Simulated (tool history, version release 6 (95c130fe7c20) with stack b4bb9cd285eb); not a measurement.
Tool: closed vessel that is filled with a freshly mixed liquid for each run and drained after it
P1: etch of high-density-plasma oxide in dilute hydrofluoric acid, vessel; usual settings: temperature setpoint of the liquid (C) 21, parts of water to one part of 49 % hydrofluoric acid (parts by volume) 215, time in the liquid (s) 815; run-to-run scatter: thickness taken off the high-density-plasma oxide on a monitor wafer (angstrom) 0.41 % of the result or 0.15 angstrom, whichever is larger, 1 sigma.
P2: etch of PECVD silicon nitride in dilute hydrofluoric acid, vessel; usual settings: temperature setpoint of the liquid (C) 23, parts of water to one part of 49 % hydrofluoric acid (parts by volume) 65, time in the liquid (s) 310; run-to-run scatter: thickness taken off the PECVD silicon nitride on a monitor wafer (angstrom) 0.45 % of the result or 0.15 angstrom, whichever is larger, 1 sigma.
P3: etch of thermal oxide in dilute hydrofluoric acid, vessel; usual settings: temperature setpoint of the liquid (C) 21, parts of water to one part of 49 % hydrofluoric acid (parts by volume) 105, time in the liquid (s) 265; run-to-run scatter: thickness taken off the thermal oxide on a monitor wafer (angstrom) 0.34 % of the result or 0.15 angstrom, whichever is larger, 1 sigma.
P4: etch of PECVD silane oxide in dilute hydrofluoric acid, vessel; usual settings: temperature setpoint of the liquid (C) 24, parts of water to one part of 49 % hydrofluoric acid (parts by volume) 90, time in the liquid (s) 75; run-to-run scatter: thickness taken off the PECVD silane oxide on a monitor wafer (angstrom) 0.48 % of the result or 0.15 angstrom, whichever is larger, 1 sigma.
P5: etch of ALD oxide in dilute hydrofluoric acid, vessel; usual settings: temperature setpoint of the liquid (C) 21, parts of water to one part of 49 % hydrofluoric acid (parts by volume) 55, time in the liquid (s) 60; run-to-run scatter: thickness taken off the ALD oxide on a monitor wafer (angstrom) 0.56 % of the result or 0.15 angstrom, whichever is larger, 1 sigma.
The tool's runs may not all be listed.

run,day,process that ran,temperature setpoint of the liquid (C),parts of water to one part of 49 % hydrofluoric acid (parts by volume),time in the liquid (s),thickness taken off the high-density-plasma oxide on a monitor wafer (angstrom),thickness taken off the PECVD silane oxide on a monitor wafer (angstrom),thickness taken off the thermal oxide on a monitor wafer (angstrom),thickness taken off the ALD oxide on a monitor wafer (angstrom),thickness taken off the PECVD silicon nitride on a monitor wafer (angstrom)
1,0.129,P1,21,215,815,149.18,,,,
2,0.283,P4,24,165,75,,156.96,,,
3,0.521,P3,17,105,265,,,89.59,,
4,0.721,P5,21,95,60,,,,149.33,
5,0.929,P2,23,65,310,,,,,77.9
6,1.133,P2,23,65,310,,,,,78.215
7,1.4,P4,24,90,30,,126.78,,,
8,1.629,P3,21,105,50,,,20.046,,
9,1.808,P4,24,90,75,,319.94,,,
10,2.008,P1,26,215,1205,263.09,,,,
11,2.258,P4,30,90,75,,399.3,,,
12,2.404,P1,17,215,815,127.97,,,,
13,2.542,P1,21,45,815,861.74,,,,
14,2.829,P3,21,155,265,,,67.449,,
15,2.988,P2,23,90,310,,,,,56.604
16,3.267,P1,21,215,815,149.93,,,,
17,3.458,P5,21,55,35,,,,156.74,
18,3.633,P1,21,370,175,16.205,,,,
19,3.9,P3,21,105,265,,,105.93,,
20,4.179,P1,21,215,1455,265.99,,,,
21,4.321,P1,21,215,815,149.07,,,,
22,4.571,P4,24,90,75,,320.81,,,
23,4.725,P5,21,55,60,,,,269.64,
# day 4.971: hydrofluoric acid flow meter replaced
24,5.004,P2,17,65,310,,,,,51.644
25,5.242,P2,23,65,500,,,,,126.88
26,5.4,P1,29,285,815,139.76,,,,
# day 5.492: thermometer replaced
27,5.562,P3,21,105,265,,,105.83,,
28,5.692,P1,21,215,815,149.94,,,,
29,5.883,P5,29,55,60,,,,373.52,
30,6.158,P1,21,215,30,5.3366,,,,
31,6.296,P1,25.5,215,815,176.37,,,,
32,6.458,P1,21,325,815,89.149,,,,
33,6.608,P1,21,215,815,149.57,,,,
34,6.871,P1,21,215,815,150.05,,,,

Run 35 comes next. What will it give?
35,7.088,P1,21,215,815,?,,,,

{"run 35": {"thickness taken off the high-density-plasma oxide on a monitor wafer (angstrom)": 144.52}}
